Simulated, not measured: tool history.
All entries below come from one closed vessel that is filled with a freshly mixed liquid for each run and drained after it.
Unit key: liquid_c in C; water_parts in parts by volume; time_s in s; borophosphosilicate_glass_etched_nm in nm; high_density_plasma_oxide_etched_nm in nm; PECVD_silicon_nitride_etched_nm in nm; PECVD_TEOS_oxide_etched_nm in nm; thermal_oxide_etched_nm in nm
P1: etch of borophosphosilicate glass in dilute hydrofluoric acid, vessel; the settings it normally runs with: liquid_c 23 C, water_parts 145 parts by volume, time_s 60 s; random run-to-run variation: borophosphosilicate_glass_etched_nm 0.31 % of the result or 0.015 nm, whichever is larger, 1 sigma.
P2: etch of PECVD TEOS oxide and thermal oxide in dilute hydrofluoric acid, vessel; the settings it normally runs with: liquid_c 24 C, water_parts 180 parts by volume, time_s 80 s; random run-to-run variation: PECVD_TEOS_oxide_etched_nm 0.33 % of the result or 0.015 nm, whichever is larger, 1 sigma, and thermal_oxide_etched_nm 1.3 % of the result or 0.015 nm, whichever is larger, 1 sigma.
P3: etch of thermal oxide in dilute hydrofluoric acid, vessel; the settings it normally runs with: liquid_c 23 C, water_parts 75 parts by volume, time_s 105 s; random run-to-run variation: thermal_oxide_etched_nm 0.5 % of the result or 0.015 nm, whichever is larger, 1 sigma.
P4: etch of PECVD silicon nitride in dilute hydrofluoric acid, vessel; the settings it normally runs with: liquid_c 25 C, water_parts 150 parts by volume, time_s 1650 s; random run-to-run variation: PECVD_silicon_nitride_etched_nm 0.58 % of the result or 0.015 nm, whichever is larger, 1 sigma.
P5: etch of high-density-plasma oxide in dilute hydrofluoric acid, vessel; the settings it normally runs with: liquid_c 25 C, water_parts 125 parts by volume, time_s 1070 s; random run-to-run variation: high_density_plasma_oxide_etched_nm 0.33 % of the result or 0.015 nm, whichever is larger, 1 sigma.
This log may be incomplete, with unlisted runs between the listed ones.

run   hour  process  liquid_c  water_parts  time_s  hours since the thermometer was replaced  hours since the hydrofluoric acid flow meter was replaced  borophosphosilicate_glass_etched_nm  high_density_plasma_oxide_etched_nm  PECVD_silicon_nitride_etched_nm  PECVD_TEOS_oxide_etched_nm  thermal_oxide_etched_nm
  1    7.4       P1        23          145      60                                     185.1                                                      652.5                               10.344
  2   17.8       P5        25          125    1070                                     195.5                                                      662.9                                                                     43.72
  3   26.5       P1      27.5          145      30                                     204.2                                                      671.6                               6.1068
  4     37       P5        25          125    1070                                     214.7                                                      682.1                                                                    43.943
  5   45.8       P4        25          150    2975                                     223.5                                                      690.9                                                                                                      49.29
  6   56.7       P2        24           95      80                                     234.4                                                      701.8                                                                                                                                 24.398                   3.9599
  7   66.8       P5        25           70    1070                                     244.5                                                      711.9                                                                    84.368
  8   72.9       P4        25          150    1650                                     250.6                                                        718                                                                                                     27.554
  9   82.9       P1        23          145      85                                     260.6                                                        728                               14.607
 10   89.3       P4        25          150    1650                                       267                                                      734.4                                                                                                     27.655
 11   95.8       P3        23           75      30                                     273.5                                                      740.9                                                                                                                                                           1.866
 12  105.4       P1        17          145      60                                     283.1                                                      750.5                               8.1366
 13  116.9       P1        23          145      60                                     294.6                                                        762                               10.311
 14  123.5       P1        23          145      30                                     301.2                                                      768.6                                5.147
 15  133.6       P2        24          180     145                                     311.3                                                      778.7                                                                                                                                 21.232                   3.5798
 16  144.1       P2        28          180      80                                     321.8                                                      789.2                                                                                                                                 13.454                   2.2746
 17  154.7       P1        23          145      60                                     332.4                                                      799.8                               10.339
 18  163.3       P1        23          145      60                                       341                                                      808.4                               10.299
 19  171.3       P1        23          220      60                                       349                                                      816.4                               6.2655
 20  177.8       P3        23           75     105                                     355.5                                                      822.9                                                                                                                                                          6.4891
 21  188.1       P3        23          115     105                                     365.8                                                      833.2                                                                                                                                                          4.0506
 22  200.3       P5        30          125    1070                                       378                                                      845.4                                                                    52.937
 23  207.4       P2        24          180      80                                     385.1                                                      852.5                                                                                                                                 11.594                   1.9625
 24    213       P1        23          145      60                                     390.7                                                      858.1                               10.401
 25  222.5       P4      18.5          150    1650                                     400.2                                                      867.6                                                                                                     17.841

The next listed run, before its measurement:
 26  232.7       P1      29.5          145      60                                     410.4                                                      877.8                                    ?

{"run 26": {"borophosphosilicate_glass_etched_nm": 13.255}}
